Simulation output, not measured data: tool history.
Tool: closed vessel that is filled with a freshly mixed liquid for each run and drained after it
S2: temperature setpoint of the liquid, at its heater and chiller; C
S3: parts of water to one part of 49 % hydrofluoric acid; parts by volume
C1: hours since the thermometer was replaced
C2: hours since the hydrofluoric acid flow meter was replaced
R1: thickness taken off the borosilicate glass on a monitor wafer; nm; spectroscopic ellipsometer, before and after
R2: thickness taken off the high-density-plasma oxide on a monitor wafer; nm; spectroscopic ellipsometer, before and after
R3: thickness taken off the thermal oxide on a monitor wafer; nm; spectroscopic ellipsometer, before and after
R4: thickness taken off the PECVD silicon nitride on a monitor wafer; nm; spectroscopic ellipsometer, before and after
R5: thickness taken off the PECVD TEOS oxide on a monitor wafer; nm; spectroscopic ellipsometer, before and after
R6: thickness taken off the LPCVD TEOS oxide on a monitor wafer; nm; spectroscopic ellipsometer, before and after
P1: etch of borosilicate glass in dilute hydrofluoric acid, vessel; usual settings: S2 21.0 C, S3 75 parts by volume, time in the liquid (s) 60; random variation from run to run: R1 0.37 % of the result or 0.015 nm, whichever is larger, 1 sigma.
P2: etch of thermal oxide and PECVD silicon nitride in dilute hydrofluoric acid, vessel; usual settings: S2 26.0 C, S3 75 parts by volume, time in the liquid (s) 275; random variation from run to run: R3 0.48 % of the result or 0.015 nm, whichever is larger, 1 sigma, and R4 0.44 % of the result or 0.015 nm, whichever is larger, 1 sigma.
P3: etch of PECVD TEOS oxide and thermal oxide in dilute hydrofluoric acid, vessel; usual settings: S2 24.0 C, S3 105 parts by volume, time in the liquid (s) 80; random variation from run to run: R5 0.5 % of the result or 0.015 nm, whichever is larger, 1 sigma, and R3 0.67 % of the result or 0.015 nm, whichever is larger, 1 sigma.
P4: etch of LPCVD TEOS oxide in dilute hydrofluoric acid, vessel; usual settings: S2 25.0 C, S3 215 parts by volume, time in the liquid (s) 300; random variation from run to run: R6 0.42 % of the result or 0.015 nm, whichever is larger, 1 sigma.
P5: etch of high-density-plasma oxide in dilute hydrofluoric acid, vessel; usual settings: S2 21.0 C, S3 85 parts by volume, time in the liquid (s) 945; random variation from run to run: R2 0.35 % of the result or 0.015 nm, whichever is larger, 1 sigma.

run 1 day=0.462 | process_that_ran=P1 S2=21.0 S3=75 time_in_the_liquid_(s)=60 | C1=504.5 C2=1026.6 | R1=22.070
run 2 day=0.721 | process_that_ran=P1 S2=21.0 S3=20 time_in_the_liquid_(s)=60 | C1=510.7 C2=1032.8 | R1=88.584
run 3 day=1.242 | process_that_ran=P1 S2=21.0 S3=75 time_in_the_liquid_(s)=60 | C1=523.2 C2=1045.3 | R1=22.114
run 4 day=1.562 | process_that_ran=P5 S2=21.0 S3=85 time_in_the_liquid_(s)=945 | C1=530.9 C2=1053.0 | R2=50.570
run 5 day=2.017 | process_that_ran=P1 S2=21.0 S3=120 time_in_the_liquid_(s)=90 | C1=541.8 C2=1063.9 | R1=19.619
run 6 day=2.479 | process_that_ran=P2 S2=26.0 S3=30 time_in_the_liquid_(s)=275 | C1=552.9 C2=1075.0 | R3=52.4250 R4=40.970
run 7 day=2.721 | process_that_ran=P3 S2=24.0 S3=180 time_in_the_liquid_(s)=80 | C1=558.7 C2=1080.8 | R3=1.9480 R5=5.7831
run 8 day=3.204 | process_that_ran=P3 S2=17.0 S3=105 time_in_the_liquid_(s)=80 | C1=570.3 C2=1092.4 | R3=2.7643 R5=8.0384
run 9 day=3.517 | process_that_ran=P1 S2=21.0 S3=75 time_in_the_liquid_(s)=60 | C1=577.8 C2=1099.9 | R1=22.146
run 10 day=3.929 | process_that_ran=P5 S2=21.0 S3=85 time_in_the_liquid_(s)=945 | C1=587.7 C2=1109.8 | R2=50.554
run 11 day=4.450 | process_that_ran=P1 S2=21.0 S3=75 time_in_the_liquid_(s)=60 | C1=600.2 C2=1122.3 | R1=22.115
run 12 day=4.904 | process_that_ran=P1 S2=21.0 S3=75 time_in_the_liquid_(s)=60 | C1=611.1 C2=1133.2 | R1=21.918
run 13 day=5.338 | process_that_ran=P1 S2=21.0 S3=75 time_in_the_liquid_(s)=60 | C1=621.5 C2=1143.6 | R1=22.245
run 14 day=5.812 | process_that_ran=P1 S2=21.0 S3=115 time_in_the_liquid_(s)=105 | C1=632.9 C2=1155.0 | R1=24.006
run 15 day=6.212 | process_that_ran=P4 S2=25.0 S3=215 time_in_the_liquid_(s)=45 | C1=642.5 C2=1164.6 | R6=6.8486
run 16 day=6.462 | process_that_ran=P1 S2=25.5 S3=75 time_in_the_liquid_(s)=60 | C1=648.5 C2=1170.6 | R1=26.289
run 17 day=6.946 | process_that_ran=P5 S2=21.0 S3=85 time_in_the_liquid_(s)=1880 | C1=660.1 C2=1182.2 | R2=101.010
run 18 day=7.288 | process_that_ran=P2 S2=26.0 S3=75 time_in_the_liquid_(s)=275 | C1=668.3 C2=1190.4 | R3=19.5570 R4=16.748
run 19 day=7.704 | process_that_ran=P2 S2=31.0 S3=75 time_in_the_liquid_(s)=275 | C1=678.3 C2=1200.4 | R3=23.4820 R4=23.057
run 20 day=8.150 | process_that_ran=P5 S2=17.0 S3=85 time_in_the_liquid_(s)=945 | C1=689.0 C2=1211.1 | R2=42.645
run 21 day=8.496 | process_that_ran=P3 S2=24.0 S3=105 time_in_the_liquid_(s)=30 | C1=697.3 C2=1219.4 | R3=1.3379 R5=4.0278
run 22 day=8.850 | process_that_ran=P4 S2=29.0 S3=215 time_in_the_liquid_(s)=300 | C1=705.8 C2=1227.9 | R6=53.3350
run 23 day=9.288 | process_that_ran=P1 S2=21.0 S3=75 time_in_the_liquid_(s)=60 | C1=716.3 C2=1238.4 | R1=22.126
run 24 day=9.554 | process_that_ran=P4 S2=25.0 S3=35 time_in_the_liquid_(s)=300 | C1=722.7 C2=1244.8 | R6=352.1800
run 25 day=9.896 | process_that_ran=P5 S2=21.0 S3=30 time_in_the_liquid_(s)=945 | C1=730.9 C2=1253.0 | R2=152.740
run 26 day=10.350 | process_that_ran=P1 S2=17.0 S3=75 time_in_the_liquid_(s)=60 | C1=741.8 C2=1263.9 | R1=18.575
run 27 day=10.738 | process_that_ran=P2 S2=26.0 S3=75 time_in_the_liquid_(s)=495 | C1=751.1 C2=1273.2 | R3=35.2730 R4=30.194
run 28 day=11.267 | process_that_ran=P1 S2=21.0 S3=75 time_in_the_liquid_(s)=30 | C1=763.8 C2=1285.9 | R1=11.029
run 29 day=11.517 | process_that_ran=P4 S2=25.0 S3=215 time_in_the_liquid_(s)=300 | C1=769.8 C2=1291.9 | R6=46.0770
run 30 day=11.892 | process_that_ran=P1 S2=21.0 S3=75 time_in_the_liquid_(s)=100 | C1=778.8 C2=1300.9 | R1=36.733
run 31 day=12.271 | process_that_ran=P2 S2=26.0 S3=75 time_in_the_liquid_(s)=275 | C1=787.9 C2=1310.0 | R3=19.5380 R4=16.766
run 32 day=12.767 | process_that_ran=P3 S2=24.0 S3=105 time_in_the_liquid_(s)=80 | C1=799.8 C2=1321.9 | R3=3.6390 R5=10.5660
run 33 day=13.238 | process_that_ran=P1 S2=21.0 S3=130 time_in_the_liquid_(s)=60 | C1=811.1 C2=1333.2 | R1=11.963
run 34 day=13.588 | process_that_ran=P1 S2=21.0 S3=75 time_in_the_liquid_(s)=60 | C1=819.5 C2=1341.6 | R1=22.116
run 35 day=13.979 | process_that_ran=P1 S2=21.0 S3=75 time_in_the_liquid_(s)=60 | C1=828.9 C2=1351.0 | R1=22.801
run 36 day=14.242 | process_that_ran=P1 S2=21.0 S3=75 time_in_the_liquid_(s)=60 | C1=835.2 C2=1357.3 | R1=23.172
run 37 day=14.617 | process_that_ran=P1 S2=21.0 S3=75 time_in_the_liquid_(s)=60 | C1=844.2 C2=1366.3 | R1=23.397
run 38 day=14.971 | process_that_ran=P1 S2=21.0 S3=75 time_in_the_liquid_(s)=60 | C1=852.7 C2=1374.8 | R1=23.779
run 39 day=15.433 | process_that_ran=P1 S2=21.0 S3=75 time_in_the_liquid_(s)=60 | C1=863.8 C2=1385.9 | R1=23.794

Run 40 comes next. What will it give?
run 40 day=15.712 | process_that_ran=P1 S2=21.0 S3=75 time_in_the_liquid_(s)=60 | C1=870.5 C2=1392.6 | R1=?

R1: 23.962 nm
